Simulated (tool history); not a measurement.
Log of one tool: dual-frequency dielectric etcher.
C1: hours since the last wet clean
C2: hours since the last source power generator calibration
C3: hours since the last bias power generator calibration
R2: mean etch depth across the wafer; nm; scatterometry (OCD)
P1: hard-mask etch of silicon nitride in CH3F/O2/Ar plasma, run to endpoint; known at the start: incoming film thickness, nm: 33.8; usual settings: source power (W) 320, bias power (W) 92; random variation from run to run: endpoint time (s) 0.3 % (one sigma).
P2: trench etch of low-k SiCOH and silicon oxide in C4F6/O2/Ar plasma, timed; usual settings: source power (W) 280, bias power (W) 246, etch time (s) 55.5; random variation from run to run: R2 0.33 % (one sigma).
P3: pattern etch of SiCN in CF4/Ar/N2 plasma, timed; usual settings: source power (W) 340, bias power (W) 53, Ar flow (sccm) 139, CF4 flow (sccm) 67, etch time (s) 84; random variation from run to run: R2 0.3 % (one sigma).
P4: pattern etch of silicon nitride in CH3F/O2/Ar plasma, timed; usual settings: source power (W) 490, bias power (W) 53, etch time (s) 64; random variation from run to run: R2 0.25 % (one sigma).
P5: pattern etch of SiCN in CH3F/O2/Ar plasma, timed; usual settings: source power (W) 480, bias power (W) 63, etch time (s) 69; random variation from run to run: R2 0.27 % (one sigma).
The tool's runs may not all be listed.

{"run": 1, "hour": 8.5, "process that ran": "P1", "source power (W)": 320, "bias power (W)": 92, "C1": 294.3, "C2": 1693.1, "C3": 486.6, "endpoint time (s)": 49.19}
{"run": 2, "hour": 13.8, "process that ran": "P4", "source power (W)": 490, "bias power (W)": 53, "etch time (s)": 64, "C1": 299.6, "C2": 1698.4, "C3": 491.9, "R2": 45.753}
{"run": 3, "hour": 21.7, "process that ran": "P5", "source power (W)": 480, "bias power (W)": 63, "etch time (s)": 101.5, "C1": 307.5, "C2": 1706.3, "C3": 499.8, "R2": 39.202}
{"run": 4, "hour": 31.7, "process that ran": "P2", "source power (W)": 280, "bias power (W)": 175, "etch time (s)": 55.5, "C1": 317.5, "C2": 1716.3, "C3": 509.8, "R2": 156.69}
{"run": 5, "hour": 36.3, "process that ran": "P1", "source power (W)": 320, "bias power (W)": 92, "C1": 322.1, "C2": 1720.9, "C3": 514.4, "endpoint time (s)": 49.251}
{"run": 6, "hour": 41.7, "process that ran": "P3", "source power (W)": 340, "bias power (W)": 53, "etch time (s)": 84, "Ar flow (sccm)": 139, "CF4 flow (sccm)": 51, "C1": 327.5, "C2": 1726.3, "C3": 519.8, "R2": 45.371}
{"run": 7, "hour": 47.7, "process that ran": "P2", "source power (W)": 200, "bias power (W)": 246, "etch time (s)": 55.5, "C1": 333.5, "C2": 1732.3, "C3": 525.8, "R2": 155.5}
{"run": 8, "hour": 57.1, "process that ran": "P5", "source power (W)": 480, "bias power (W)": 78, "etch time (s)": 69, "C1": 342.9, "C2": 1741.7, "C3": 535.2, "R2": 28.775}
{"run": 9, "hour": 63.9, "process that ran": "P5", "source power (W)": 300, "bias power (W)": 63, "etch time (s)": 69, "C1": 349.7, "C2": 1748.5, "C3": 542, "R2": 22.352}
{"run": 10, "hour": 71.9, "process that ran": "P4", "source power (W)": 490, "bias power (W)": 53, "etch time (s)": 40, "C1": 357.7, "C2": 1756.5, "C3": 550, "R2": 28.438}
{"run": 11, "hour": 79.2, "process that ran": "P3", "source power (W)": 340, "bias power (W)": 53, "etch time (s)": 84, "Ar flow (sccm)": 139, "CF4 flow (sccm)": 67, "C1": 365, "C2": 1763.8, "C3": 557.3, "R2": 47.553}
{"run": 12, "hour": 85.1, "process that ran": "P5", "source power (W)": 480, "bias power (W)": 63, "etch time (s)": 69, "C1": 370.9, "C2": 1769.7, "C3": 563.2, "R2": 26.649}
{"run": 13, "hour": 95.2, "process that ran": "P1", "source power (W)": 320, "bias power (W)": 92, "C1": 381, "C2": 1779.8, "C3": 573.3, "endpoint time (s)": 49.106}
{"run": 14, "hour": 103.2, "process that ran": "P3", "source power (W)": 460, "bias power (W)": 53, "etch time (s)": 84, "Ar flow (sccm)": 139, "CF4 flow (sccm)": 67, "C1": 389, "C2": 1787.8, "C3": 581.3, "R2": 62.267}
{"run": 15, "hour": 108.3, "process that ran": "P2", "source power (W)": 280, "bias power (W)": 246, "etch time (s)": 55.5, "C1": 394.1, "C2": 1792.9, "C3": 586.4, "R2": 176.02}
{"run": 16, "hour": 116.1, "process that ran": "P2", "source power (W)": 280, "bias power (W)": 246, "etch time (s)": 76, "C1": 401.9, "C2": 1800.7, "C3": 594.2, "R2": 241.12}
{"run": 17, "hour": 121.0, "process that ran": "P1", "source power (W)": 250, "bias power (W)": 92, "C1": 406.8, "C2": 1805.6, "C3": 599.1, "endpoint time (s)": 54.104}
{"run": 18, "hour": 130.2, "process that ran": "P5", "source power (W)": 480, "bias power (W)": 63, "etch time (s)": 69, "C1": 416, "C2": 1814.8, "C3": 608.3, "R2": 26.716}
{"run": 19, "hour": 135.4, "process that ran": "P3", "source power (W)": 340, "bias power (W)": 34, "etch time (s)": 84, "Ar flow (sccm)": 139, "CF4 flow (sccm)": 67, "C1": 421.2, "C2": 1820, "C3": 613.5, "R2": 41.107}
{"run": 20, "hour": 143.5, "process that ran": "P1", "source power (W)": 320, "bias power (W)": 112, "C1": 429.3, "C2": 1828.1, "C3": 621.6, "endpoint time (s)": 46.011}
{"run": 21, "hour": 150.2, "process that ran": "P1", "source power (W)": 320, "bias power (W)": 56, "C1": 436, "C2": 1834.8, "C3": 628.3, "endpoint time (s)": 58.55}
{"run": 22, "hour": 155.6, "process that ran": "P3", "source power (W)": 340, "bias power (W)": 53, "etch time (s)": 84, "Ar flow (sccm)": 196, "CF4 flow (sccm)": 67, "C1": 441.4, "C2": 1840.2, "C3": 633.7, "R2": 44.614}
{"hour": 157.6, "done": "wet clean of the chamber"}
{"run": 23, "hour": 163.7, "process that ran": "P1", "source power (W)": 320, "bias power (W)": 92, "C1": 6.2, "C2": 1848.3, "C3": 641.8, "endpoint time (s)": 49.166}
{"run": 24, "hour": 168.0, "process that ran": "P1", "source power (W)": 390, "bias power (W)": 113, "C1": 10.5, "C2": 1852.6, "C3": 646.1, "endpoint time (s)": 42.172}
{"run": 25, "hour": 174.7, "process that ran": "P4", "source power (W)": 660, "bias power (W)": 53, "etch time (s)": 64, "C1": 17.2, "C2": 1859.3, "C3": 652.8, "R2": 51.192}
{"run": 26, "hour": 181.2, "process that ran": "P1", "source power (W)": 430, "bias power (W)": 92, "C1": 23.7, "C2": 1865.8, "C3": 659.3, "endpoint time (s)": 44.169}
{"run": 27, "hour": 188.6, "process that ran": "P2", "source power (W)": 280, "bias power (W)": 246, "etch time (s)": 55.5, "C1": 31.1, "C2": 1873.2, "C3": 666.7, "R2": 176.21}
{"run": 28, "hour": 198.4, "process that ran": "P4", "source power (W)": 490, "bias power (W)": 72, "etch time (s)": 64, "C1": 40.9, "C2": 1883, "C3": 676.5, "R2": 50.283}
{"run": 29, "hour": 205.7, "process that ran": "P3", "source power (W)": 340, "bias power (W)": 53, "etch time (s)": 102.5, "Ar flow (sccm)": 139, "CF4 flow (sccm)": 67, "C1": 48.2, "C2": 1890.3, "C3": 683.8, "R2": 57.85}
{"run": 30, "hour": 211.9, "process that ran": "P1", "source power (W)": 320, "bias power (W)": 92, "C1": 54.4, "C2": 1896.5, "C3": 690, "endpoint time (s)": 49.212}
{"run": 31, "hour": 221.4, "process that ran": "P1", "source power (W)": 320, "bias power (W)": 92, "C1": 63.9, "C2": 1906, "C3": 699.5, "endpoint time (s)": 49.508}
{"run": 32, "hour": 226.2, "process that ran": "P1", "source power (W)": 320, "bias power (W)": 92, "C1": 68.7, "C2": 1910.8, "C3": 704.3, "endpoint time (s)": 49.765}
{"run": 33, "hour": 236.2, "process that ran": "P1", "source power (W)": 320, "bias power (W)": 92, "C1": 78.7, "C2": 1920.8, "C3": 714.3, "endpoint time (s)": 49.777}
{"run": 34, "hour": 243.4, "process that ran": "P1", "source power (W)": 320, "bias power (W)": 92, "C1": 85.9, "C2": 1928, "C3": 721.5, "endpoint time (s)": 49.781}
{"run": 35, "hour": 250.7, "process that ran": "P1", "source power (W)": 320, "bias power (W)": 92, "C1": 93.2, "C2": 1935.3, "C3": 728.8, "endpoint time (s)": 50.07}
{"run": 36, "hour": 260.6, "process that ran": "P1", "source power (W)": 320, "bias power (W)": 92, "C1": 103.1, "C2": 1945.2, "C3": 738.7, "endpoint time (s)": 49.672}
{"hour": 268.1, "done": "wet clean of the chamber"}
{"run": 37, "hour": 269.0, "process that ran": "P1", "source power (W)": 320, "bias power (W)": 92, "C1": 0.9, "C2": 1953.6, "C3": 747.1, "endpoint time (s)": 50.013}
{"run": 38, "hour": 273.6, "process that ran": "P1", "source power (W)": 320, "bias power (W)": 92, "C1": 5.5, "C2": 1958.2, "C3": 751.7, "endpoint time (s)": 49.805}
{"run": 39, "hour": 283.5, "process that ran": "P1", "source power (W)": 320, "bias power (W)": 92, "C1": 15.4, "C2": 1968.1, "C3": 761.6, "endpoint time (s)": 49.969}
{"run": 40, "hour": 293.0, "process that ran": "P1", "source power (W)": 320, "bias power (W)": 92, "C1": 24.9, "C2": 1977.6, "C3": 771.1, "endpoint time (s)": 50.167}
{"run": 41, "hour": 302.5, "process that ran": "P1", "source power (W)": 320, "bias power (W)": 92, "C1": 34.4, "C2": 1987.1, "C3": 780.6, "endpoint time (s)": 50.171}

What P1 gives has crept away from where it was. These 2 causes fit the log equally well, each at the size given:
A: bias power that arrives under what is set, % = 4.06
B: source power that arrives under what is set, % = 3.99
The creep began at about hour 211.9.
Why every other cause is out:
chamber walls in a state that lowers the etch rate, %: serviced at hour 268.1, which brought nothing back

4 check runs are offered, one wafer each, their results left as question marks. Which one tells the causes apart?
{"run": "check 1", "hour": 312.0, "process that ran": "P4", "source power (W)": 590, "bias power (W)": 64, "etch time (s)": 64, "R2": "?"}
{"run": "check 2", "hour": 312.0, "process that ran": "P2", "source power (W)": 240, "bias power (W)": 246, "etch time (s)": 66.5, "R2": "?"}
{"run": "check 3", "hour": 312.0, "process that ran": "P5", "source power (W)": 340, "bias power (W)": 63, "etch time (s)": 69, "R2": "?"}
{"run": "check 4", "hour": 312.0, "process that ran": "P3", "source power (W)": 340, "bias power (W)": 38, "etch time (s)": 84, "Ar flow (sccm)": 139, "CF4 flow (sccm)": 67, "R2": "?"}

What each check would give under each cause:
check=check_1 result=R2 if_A=51.223 if_B=51.099
check=check_2 result=R2 if_A=195.97 if_B=195.76
check=check_3 result=R2 if_A=23.077 if_B=23.053
check=check_4 result=R2 if_A=41.952 if_B=41.017
How far apart the two closest causes lie, in the result that separates them most: check 1 0.24 %; check 2 0.11 %; check 3 0.1 %; check 4 2.25 %
Only check 4 tells the causes apart: in the others they would give nearly the same result.

Then check 4 was run and gave: R2 40.88 nm. Which cause is it?

It is B: source power that arrives under what is set, %.
